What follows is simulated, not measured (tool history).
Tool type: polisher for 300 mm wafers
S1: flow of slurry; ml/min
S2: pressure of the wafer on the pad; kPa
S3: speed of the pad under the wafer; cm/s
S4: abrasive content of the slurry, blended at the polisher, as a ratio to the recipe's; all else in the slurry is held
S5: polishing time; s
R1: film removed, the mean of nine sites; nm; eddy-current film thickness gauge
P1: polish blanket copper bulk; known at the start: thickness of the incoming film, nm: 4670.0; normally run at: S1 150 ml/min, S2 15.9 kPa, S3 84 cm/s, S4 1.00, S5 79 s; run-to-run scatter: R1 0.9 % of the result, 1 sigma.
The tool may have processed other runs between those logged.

run	hour	S1	S2	S3	S4	S5	R1
1	9.3	150	15.9	84	1.00	79	591.57
2	19.9	150	15.9	84	1.00	79	589.13
# hour 24.1: worn pad replaced by a new one
3	24.8	150	15.9	84	1.00	122	919.85
4	33.5	150	15.9	84	0.60	79	523.69
5	41.6	150	15.9	84	1.35	79	628.84
6	52.4	150	15.9	120	1.00	122	1309.70
7	61.7	150	10.3	130	1.00	79	600.44
8	70.1	215	15.9	84	1.00	79	616.91
9	75.9	150	15.9	56	1.00	79	397.99
10	84.7	150	15.9	84	1.00	79	588.49
11	92.4	150	9.0	84	1.00	79	334.71
12	101.0	150	15.9	84	1.00	79	596.86
13	110.8	150	24.1	84	0.60	79	807.85
14	120.2	90	15.9	84	1.00	79	529.22
15	130.2	150	15.9	84	1.00	79	588.13
16	136.1	150	21.4	84	1.00	79	799.22
17	143.8	150	15.9	134	1.00	79	935.87
18	153.9	150	15.9	84	1.00	43	322.07
19	163.8	150	15.9	84	1.00	79	588.65
20	170.8	150	15.9	84	1.00	79	566.81
21	176.9	150	15.9	84	1.00	79	555.98
# hour 183.2: slurry blender recalibrated
22	186.2	150	15.9	84	1.00	79	545.67
23	191.3	150	15.9	84	1.00	79	533.29
# hour 192.2: worn pad replaced by a new one
24	199.0	150	15.9	84	1.00	79	546.59
25	204.9	150	15.9	84	1.00	79	536.16

P1 has crept away from where it was. The log is fitted equally well by each of these 2 causes, at the sizes shown:
A: head's pressure below its setpoint, % = 9.33
B: slurry flow missing at the pad, % = 36.8
Onset of the creep was near hour 163.8.
Each remaining cause and why it is not a fit:
removal rate lost through wear of the pad, %: serviced at hour 192.2, after the drift had started, without restoring the earlier output
abrasive missing from the slurry, %: serviced at hour 183.2, after the drift had started, without restoring the earlier output

Of the 4 check runs below, each run on 2 wafers with the results averaged and each result still a question mark, which one would tell the listed causes apart?
check 1	210.8	150	21.4	84	1.00	79	?
check 2	210.8	150	15.9	124	1.35	79	?
check 3	210.8	90	15.9	84	0.70	79	?
check 4	210.8	150	15.9	120	1.00	46	?

What every check run would give for each of its results, assuming each possible cause in turn:
check	result	if A	if B
check 1	R1	723.66	723.74
check 2	R1	846.18	846.28
check 3	R1	445.59	421.98
check 4	R1	446.61	446.67
Per-check spread between the two closest causes, in the result where they differ most: check 1 0.01 %; check 2 0.01 %; check 3 5.44 %; check 4 0.01 %
Check 3 tells the causes apart: in the others they would give nearly the same result.

Running check 3 produced the following: R1 418.85 nm. Which one of the listed causes fits?

The correct cause is B, namely: slurry flow missing at the pad, %.
